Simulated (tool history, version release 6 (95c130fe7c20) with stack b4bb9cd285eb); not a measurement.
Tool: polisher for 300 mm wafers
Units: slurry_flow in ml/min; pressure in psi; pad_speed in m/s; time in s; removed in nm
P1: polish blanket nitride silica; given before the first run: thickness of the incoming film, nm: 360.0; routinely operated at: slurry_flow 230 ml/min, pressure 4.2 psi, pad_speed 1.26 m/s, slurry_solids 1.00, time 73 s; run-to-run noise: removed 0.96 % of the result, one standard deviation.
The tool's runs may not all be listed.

run	day	slurry_flow	pressure	pad_speed	slurry_solids	time	wafers polished on this pad	hours since the slurry nozzle was cleaned	hours since the head pressure was calibrated	hours since the slurry blender was calibrated	hours since the conditioning disc was replaced	removed
1	0.400	230	4.2	1.26	1.00	73	310	82.9	88.5	84.3	130.6	69.656
2	0.846	230	4.2	1.26	1.00	99	398	93.6	99.2	95.0	141.3	93.475
3	1.542	230	4.2	1.60	1.00	73	534	110.3	115.9	111.7	158.0	83.432
4	2.254	230	4.2	1.26	1.40	73	674	127.4	133.0	128.8	175.1	79.347
5	2.721	230	4.2	1.26	1.00	73	765	138.6	144.2	140.0	186.3	67.936
6	3.112	230	4.2	1.60	0.55	73	842	148.0	153.6	149.4	195.7	60.581
# day 3.329: slurry blender recalibrated
7	3.771	230	4.2	1.26	1.00	73	971	163.8	169.4	10.6	211.5	69.454
8	4.425	155	6.2	1.26	1.00	73	1099	179.5	185.1	26.3	227.2	94.302
9	5.158	230	4.2	1.26	0.55	73	1242	197.1	202.7	43.9	244.8	49.381
10	5.667	230	4.2	1.26	1.00	73	1342	209.3	214.9	56.1	257.0	69.662
11	6.042	230	4.2	1.26	1.00	73	1416	218.3	223.9	65.1	266.0	68.196
12	6.608	150	4.2	1.26	1.00	73	1527	231.9	237.5	78.7	279.6	64.568
13	7.000	355	4.2	1.26	1.00	73	1603	241.3	246.9	88.1	289.0	71.113
14	7.408	230	4.2	0.58	1.00	73	1683	251.1	256.7	97.9	298.8	37.105
# day 7.675: head pressure recalibrated
15	8.096	230	1.9	1.26	1.00	73	1818	267.6	10.1	114.4	315.3	31.118
16	8.638	310	5.9	1.26	1.00	73	1924	280.6	23.1	127.4	328.3	98.957
17	9.258	230	4.2	1.26	1.00	51	2046	295.5	38.0	142.3	343.2	47.221
18	9.612	230	6.6	1.26	1.00	73	2115	304.0	46.5	150.8	351.7	107.550
19	10.275	230	4.2	1.26	1.00	73	2245	319.9	62.4	166.7	367.6	69.382
20	10.729	230	4.2	1.26	1.00	73	2334	330.8	73.3	177.6	378.5	65.927
21	11.088	230	4.2	1.26	1.00	73	2404	339.4	81.9	186.2	387.1	63.958
22	11.412	230	4.2	1.26	1.00	73	2468	347.2	89.7	194.0	394.9	63.158
# day 12.121: head pressure recalibrated
# day 12.158: conditioning disc replaced and pad reconditioned
23	12.158	230	4.2	1.26	1.00	73	2614	365.1	0.9	211.9	0.1	61.793
# day 12.238: slurry nozzle cleaned
24	12.667	230	4.2	1.26	1.00	73	2713	10.3	13.1	224.1	12.3	61.120
25	13.375	230	4.2	1.26	1.00	73	2852	27.3	30.1	241.1	29.3	60.655
26	13.696	230	4.2	1.26	1.00	73	2915	35.0	37.8	248.8	37.0	60.159
27	14.275	230	4.2	1.26	1.00	73	3028	48.9	51.7	262.7	50.9	61.382

What P1 gives has crept off from where it sat before. The 2 causes that follow fit the log equally well, each at the size noted:
A: abrasive missing from the slurry, % = 23.1
B: removal rate lost through wear of the pad, % = 12
At approximately day 10.275, the process output began to creep.
Each remaining cause and why it is not a fit:
slurry flow missing at the pad, %: work on it at day 12.238, done after the drift set in, did not restore what the process gave before
head's pressure below its setpoint, %: work on it at day 12.121, done after the drift set in, did not restore what the process gave before
time polished since the conditioner stopped cutting, s: work on it at day 12.158, done after the drift set in, did not restore what the process gave before

You are offered 4 check runs, listed below with question marks in place of their results; each one averages 5 wafers. Which run separates the listed causes by giving clearly different results for each?
check 1	14.854	350	2.3	1.26	1.00	73						?
check 2	14.854	230	6.6	1.26	1.00	73						?
check 3	14.854	230	4.2	0.96	1.00	95						?
check 4	14.854	230	4.2	1.26	0.55	73						?

What every check run would give for each of its results, assuming each possible cause in turn:
check	result	if A	if B
check 1	removed	34.460	34.465
check 2	removed	94.963	94.978
check 3	removed	63.268	63.277
check 4	removed	42.392	44.056
Minimum pairwise separation of causes per check, each pair taken at its best-separating result: check 1 0.02 %; check 2 0.02 %; check 3 0.02 %; check 4 3.85 %
Check 4 distinguishes between the causes, while the remaining checks would return nearly the same result for all of them.

Check 4 was then run and gave: removed 43.879 nm. Which cause is it?

The cause is B: removal rate lost through wear of the pad, %.

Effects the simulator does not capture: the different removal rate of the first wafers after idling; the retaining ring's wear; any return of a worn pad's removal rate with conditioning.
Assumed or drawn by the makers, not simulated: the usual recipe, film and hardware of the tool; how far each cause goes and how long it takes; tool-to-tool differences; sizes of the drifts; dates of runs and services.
